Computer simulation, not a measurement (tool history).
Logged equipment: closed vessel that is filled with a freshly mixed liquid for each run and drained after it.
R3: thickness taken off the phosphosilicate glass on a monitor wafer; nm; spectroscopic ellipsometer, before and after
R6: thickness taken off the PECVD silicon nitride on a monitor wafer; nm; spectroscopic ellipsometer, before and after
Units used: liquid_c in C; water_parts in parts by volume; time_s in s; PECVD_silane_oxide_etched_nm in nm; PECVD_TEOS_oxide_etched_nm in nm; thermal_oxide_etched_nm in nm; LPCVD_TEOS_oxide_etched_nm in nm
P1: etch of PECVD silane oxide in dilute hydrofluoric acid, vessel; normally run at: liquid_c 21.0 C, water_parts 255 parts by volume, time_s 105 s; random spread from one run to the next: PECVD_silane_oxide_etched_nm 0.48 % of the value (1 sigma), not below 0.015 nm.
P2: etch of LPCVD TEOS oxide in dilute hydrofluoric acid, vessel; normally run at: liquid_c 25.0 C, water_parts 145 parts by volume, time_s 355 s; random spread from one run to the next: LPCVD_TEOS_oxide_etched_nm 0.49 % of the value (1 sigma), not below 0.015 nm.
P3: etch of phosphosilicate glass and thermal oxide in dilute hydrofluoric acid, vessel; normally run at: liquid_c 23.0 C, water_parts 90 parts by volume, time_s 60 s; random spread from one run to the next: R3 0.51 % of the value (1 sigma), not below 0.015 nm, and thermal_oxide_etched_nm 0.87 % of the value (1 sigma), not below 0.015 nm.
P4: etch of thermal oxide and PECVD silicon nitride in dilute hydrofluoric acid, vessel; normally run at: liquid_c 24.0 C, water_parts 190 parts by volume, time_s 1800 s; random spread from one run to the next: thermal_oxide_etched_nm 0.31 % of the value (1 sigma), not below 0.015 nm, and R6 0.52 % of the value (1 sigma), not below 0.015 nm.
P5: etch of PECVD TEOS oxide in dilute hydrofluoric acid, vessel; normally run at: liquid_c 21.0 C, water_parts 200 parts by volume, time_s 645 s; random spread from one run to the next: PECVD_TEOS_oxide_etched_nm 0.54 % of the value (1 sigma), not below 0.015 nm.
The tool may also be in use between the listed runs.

{"run": 1, "day": 0.279, "process": "P1", "liquid_c": 21.0, "water_parts": 255, "time_s": 105, "PECVD_silane_oxide_etched_nm": 15.57}
{"run": 2, "day": 0.433, "process": "P1", "liquid_c": 21.0, "water_parts": 255, "time_s": 105, "PECVD_silane_oxide_etched_nm": 15.484}
{"run": 3, "day": 0.712, "process": "P1", "liquid_c": 21.0, "water_parts": 255, "time_s": 160, "PECVD_silane_oxide_etched_nm": 23.712}
{"run": 4, "day": 0.917, "process": "P1", "liquid_c": 21.0, "water_parts": 255, "time_s": 105, "PECVD_silane_oxide_etched_nm": 15.512}
{"run": 5, "day": 1.062, "process": "P1", "liquid_c": 21.0, "water_parts": 255, "time_s": 105, "PECVD_silane_oxide_etched_nm": 15.435}
{"run": 6, "day": 1.254, "process": "P5", "liquid_c": 21.0, "water_parts": 335, "time_s": 645, "PECVD_TEOS_oxide_etched_nm": 17.541}
{"run": 7, "day": 1.404, "process": "P5", "liquid_c": 21.0, "water_parts": 200, "time_s": 645, "PECVD_TEOS_oxide_etched_nm": 33.386}
{"run": 8, "day": 1.646, "process": "P3", "liquid_c": 30.0, "water_parts": 90, "time_s": 60, "R3": 50.467, "thermal_oxide_etched_nm": 3.9821}
{"run": 9, "day": 1.862, "process": "P5", "liquid_c": 21.0, "water_parts": 200, "time_s": 1025, "PECVD_TEOS_oxide_etched_nm": 52.809}
{"run": 10, "day": 2.096, "process": "P1", "liquid_c": 17.0, "water_parts": 255, "time_s": 105, "PECVD_silane_oxide_etched_nm": 13.329}
{"run": 11, "day": 2.242, "process": "P2", "liquid_c": 25.0, "water_parts": 240, "time_s": 355, "LPCVD_TEOS_oxide_etched_nm": 25.721}
{"run": 12, "day": 2.542, "process": "P4", "liquid_c": 24.0, "water_parts": 190, "time_s": 3290, "thermal_oxide_etched_nm": 72.612, "R6": 35.348}
{"run": 13, "day": 2.783, "process": "P2", "liquid_c": 25.0, "water_parts": 145, "time_s": 355, "LPCVD_TEOS_oxide_etched_nm": 47.317}
{"run": 14, "day": 2.921, "process": "P3", "liquid_c": 23.0, "water_parts": 90, "time_s": 60, "R3": 38.891, "thermal_oxide_etched_nm": 2.9841}
{"run": 15, "day": 3.183, "process": "P2", "liquid_c": 25.0, "water_parts": 145, "time_s": 140, "LPCVD_TEOS_oxide_etched_nm": 18.678}
{"run": 16, "day": 3.408, "process": "P1", "liquid_c": 21.0, "water_parts": 255, "time_s": 30, "PECVD_silane_oxide_etched_nm": 4.464}
{"run": 17, "day": 3.55, "process": "P5", "liquid_c": 28.5, "water_parts": 200, "time_s": 645, "PECVD_TEOS_oxide_etched_nm": 44.135}
{"run": 18, "day": 3.779, "process": "P3", "liquid_c": 23.0, "water_parts": 20, "time_s": 60, "R3": 191.81, "thermal_oxide_etched_nm": 14.873}
{"run": 19, "day": 3.929, "process": "P4", "liquid_c": 17.0, "water_parts": 190, "time_s": 1800, "thermal_oxide_etched_nm": 30.033, "R6": 12.243}
{"run": 20, "day": 4.179, "process": "P1", "liquid_c": 21.0, "water_parts": 130, "time_s": 105, "PECVD_silane_oxide_etched_nm": 34.629}
{"run": 21, "day": 4.392, "process": "P4", "liquid_c": 24.0, "water_parts": 345, "time_s": 1800, "thermal_oxide_etched_nm": 18.609, "R6": 10.83}
{"run": 22, "day": 4.7, "process": "P3", "liquid_c": 23.0, "water_parts": 90, "time_s": 30, "R3": 19.344, "thermal_oxide_etched_nm": 1.4867}
{"run": 23, "day": 4.917, "process": "P1", "liquid_c": 21.0, "water_parts": 445, "time_s": 105, "PECVD_silane_oxide_etched_nm": 7.5898}
{"run": 24, "day": 5.158, "process": "P1", "liquid_c": 25.5, "water_parts": 255, "time_s": 160, "PECVD_silane_oxide_etched_nm": 27.762}
{"run": 25, "day": 5.358, "process": "P1", "liquid_c": 28.5, "water_parts": 255, "time_s": 105, "PECVD_silane_oxide_etched_nm": 20.204}
{"run": 26, "day": 5.521, "process": "P1", "liquid_c": 21.0, "water_parts": 255, "time_s": 105, "PECVD_silane_oxide_etched_nm": 15.52}
{"run": 27, "day": 5.704, "process": "P4", "liquid_c": 24.0, "water_parts": 190, "time_s": 1800, "thermal_oxide_etched_nm": 39.521, "R6": 19.33}
{"run": 28, "day": 5.858, "process": "P2", "liquid_c": 25.0, "water_parts": 145, "time_s": 355, "LPCVD_TEOS_oxide_etched_nm": 47.278}
{"run": 29, "day": 6.062, "process": "P5", "liquid_c": 21.0, "water_parts": 200, "time_s": 645, "PECVD_TEOS_oxide_etched_nm": 33.292}
{"run": 30, "day": 6.267, "process": "P1", "liquid_c": 17.0, "water_parts": 255, "time_s": 185, "PECVD_silane_oxide_etched_nm": 23.494}
{"run": 31, "day": 6.575, "process": "P2", "liquid_c": 19.0, "water_parts": 145, "time_s": 355, "LPCVD_TEOS_oxide_etched_nm": 36.983}
{"run": 32, "day": 6.838, "process": "P1", "liquid_c": 21.0, "water_parts": 255, "time_s": 105, "PECVD_silane_oxide_etched_nm": 15.51}
{"run": 33, "day": 7.096, "process": "P1", "liquid_c": 21.0, "water_parts": 255, "time_s": 105, "PECVD_silane_oxide_etched_nm": 15.513}
{"run": 34, "day": 7.254, "process": "P1", "liquid_c": 21.0, "water_parts": 255, "time_s": 105, "PECVD_silane_oxide_etched_nm": 15.282}
{"run": 35, "day": 7.488, "process": "P1", "liquid_c": 21.0, "water_parts": 255, "time_s": 105, "PECVD_silane_oxide_etched_nm": 14.886}
{"run": 36, "day": 7.783, "process": "P1", "liquid_c": 21.0, "water_parts": 255, "time_s": 105, "PECVD_silane_oxide_etched_nm": 14.79}
{"run": 37, "day": 8.046, "process": "P1", "liquid_c": 21.0, "water_parts": 255, "time_s": 105, "PECVD_silane_oxide_etched_nm": 14.649}
{"run": 38, "day": 8.233, "process": "P1", "liquid_c": 21.0, "water_parts": 255, "time_s": 105, "PECVD_silane_oxide_etched_nm": 14.536}
{"run": 39, "day": 8.404, "process": "P1", "liquid_c": 21.0, "water_parts": 255, "time_s": 105, "PECVD_silane_oxide_etched_nm": 14.525}
{"run": 40, "day": 8.7, "process": "P1", "liquid_c": 21.0, "water_parts": 255, "time_s": 105, "PECVD_silane_oxide_etched_nm": 14.522}
{"run": 41, "day": 8.925, "process": "P1", "liquid_c": 21.0, "water_parts": 255, "time_s": 105, "PECVD_silane_oxide_etched_nm": 14.29}
{"run": 42, "day": 9.142, "process": "P1", "liquid_c": 21.0, "water_parts": 255, "time_s": 105, "PECVD_silane_oxide_etched_nm": 14.49}
{"run": 43, "day": 9.358, "process": "P1", "liquid_c": 21.0, "water_parts": 255, "time_s": 105, "PECVD_silane_oxide_etched_nm": 14.435}

The output of P1 has drifted from where it used to be. Each of the 2 causes below, taken at the size shown beside it, accounts for the log equally well:
A: liquid colder than its thermometer reads (K) = 1.95
B: hydrofluoric acid flow below the setpoint (%) = 5.67
Onset of the creep was near day 7.096.

Below are 4 check runs, each on a single wafer, with their results shown as question marks. Which of them would tell the listed causes apart, meaning the causes would give clearly different results under it?
{"run": "check 1", "day": 9.575, "process": "P3", "liquid_c": 27.5, "water_parts": 90, "time_s": 30, "R3": "?", "thermal_oxide_etched_nm": "?"}
{"run": "check 2", "day": 9.575, "process": "P5", "liquid_c": 27.5, "water_parts": 200, "time_s": 645, "PECVD_TEOS_oxide_etched_nm": "?"}
{"run": "check 3", "day": 9.575, "process": "P2", "liquid_c": 21.0, "water_parts": 185, "time_s": 355, "LPCVD_TEOS_oxide_etched_nm": "?"}
{"run": "check 4", "day": 9.575, "process": "P4", "liquid_c": 18.5, "water_parts": 320, "time_s": 1800, "thermal_oxide_etched_nm": "?", "R6": "?"}

How each check would come out, cause by cause:
check=check_1 result=R3 if_A=21.498 if_B=21.723
check=check_1 result=thermal_oxide_etched_nm if_A=1.6503 if_B=1.6676
check=check_2 result=PECVD_TEOS_oxide_etched_nm if_A=39.349 if_B=39.264
check=check_3 result=LPCVD_TEOS_oxide_etched_nm if_A=28.017 if_B=28.194
check=check_4 result=thermal_oxide_etched_nm if_A=15.7190 if_B=15.6890
check=check_4 result=R6 if_A=7.2340 if_B=7.7619
Minimum pairwise separation of causes per check, each pair taken at its best-separating result: check 1 1.04 %; check 2 0.22 %; check 3 0.63 %; check 4 7.04 %
Only check 4 tells the causes apart: in the others they would give nearly the same result.

The results of check 4 are: thermal_oxide_etched_nm 15.7850 nm; R6 7.1755 nm. Based on these, which of the listed causes is it?

It was cause A: liquid colder than its thermometer reads (K).

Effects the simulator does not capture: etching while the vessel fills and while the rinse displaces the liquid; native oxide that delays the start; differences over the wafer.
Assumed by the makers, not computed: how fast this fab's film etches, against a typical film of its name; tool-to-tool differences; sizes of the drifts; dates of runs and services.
